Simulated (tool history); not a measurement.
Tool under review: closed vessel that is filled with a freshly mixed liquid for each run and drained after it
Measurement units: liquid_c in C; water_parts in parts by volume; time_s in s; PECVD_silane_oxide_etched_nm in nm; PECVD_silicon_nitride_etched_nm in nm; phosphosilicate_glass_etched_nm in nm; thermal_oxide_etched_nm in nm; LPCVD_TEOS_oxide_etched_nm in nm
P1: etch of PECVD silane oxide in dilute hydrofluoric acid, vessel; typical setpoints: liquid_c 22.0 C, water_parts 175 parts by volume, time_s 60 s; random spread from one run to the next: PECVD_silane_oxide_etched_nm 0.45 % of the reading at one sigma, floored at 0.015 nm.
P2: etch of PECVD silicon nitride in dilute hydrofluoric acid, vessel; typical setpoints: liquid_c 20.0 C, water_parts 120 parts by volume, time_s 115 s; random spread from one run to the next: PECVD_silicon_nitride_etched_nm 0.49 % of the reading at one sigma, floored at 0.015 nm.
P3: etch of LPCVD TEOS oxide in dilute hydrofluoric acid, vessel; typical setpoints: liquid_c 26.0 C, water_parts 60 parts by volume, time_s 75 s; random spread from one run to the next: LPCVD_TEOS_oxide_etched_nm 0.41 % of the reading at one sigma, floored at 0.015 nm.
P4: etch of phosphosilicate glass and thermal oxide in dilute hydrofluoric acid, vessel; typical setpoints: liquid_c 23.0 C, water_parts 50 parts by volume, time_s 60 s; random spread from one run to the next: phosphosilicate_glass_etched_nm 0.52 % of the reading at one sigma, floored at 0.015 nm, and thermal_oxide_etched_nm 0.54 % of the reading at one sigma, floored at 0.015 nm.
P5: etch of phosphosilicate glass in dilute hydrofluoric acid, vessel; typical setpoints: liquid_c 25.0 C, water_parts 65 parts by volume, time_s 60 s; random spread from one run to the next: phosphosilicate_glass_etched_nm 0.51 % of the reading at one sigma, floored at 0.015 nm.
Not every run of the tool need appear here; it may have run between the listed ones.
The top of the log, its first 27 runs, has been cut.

run	hour	process	liquid_c	water_parts	time_s	hours since the thermometer was replaced	hours since the hydrofluoric acid flow meter was replaced	PECVD_silane_oxide_etched_nm	PECVD_silicon_nitride_etched_nm	phosphosilicate_glass_etched_nm	thermal_oxide_etched_nm	LPCVD_TEOS_oxide_etched_nm
28	254.8	P3	26.0	60	75	377.8	775.2					24.725
29	260.9	P5	32.0	65	60	383.9	781.3			185.190		
30	272.9	P1	22.0	175	60	395.9	793.3	13.3310				
31	280.4	P2	17.0	120	115	403.4	800.8		3.3407			
32	292.3	P1	22.0	175	60	415.3	812.7	13.4470				
33	301.9	P1	22.0	175	60	424.9	822.3	13.2910				
34	311.6	P1	22.0	175	60	434.6	832.0	14.0860				
35	322.4	P1	22.0	175	60	445.4	842.8	14.5720				
36	330.1	P1	22.0	175	60	453.1	850.5	14.6110				
37	336.8	P1	22.0	175	60	459.8	857.2	14.5500				
38	343.8	P1	22.0	175	60	466.8	864.2	14.6250				

Expected results for the next run?
39	350.7	P1	22.0	175	60	473.7	871.1	?				

{"run 39": {"PECVD_silane_oxide_etched_nm": 14.532}}
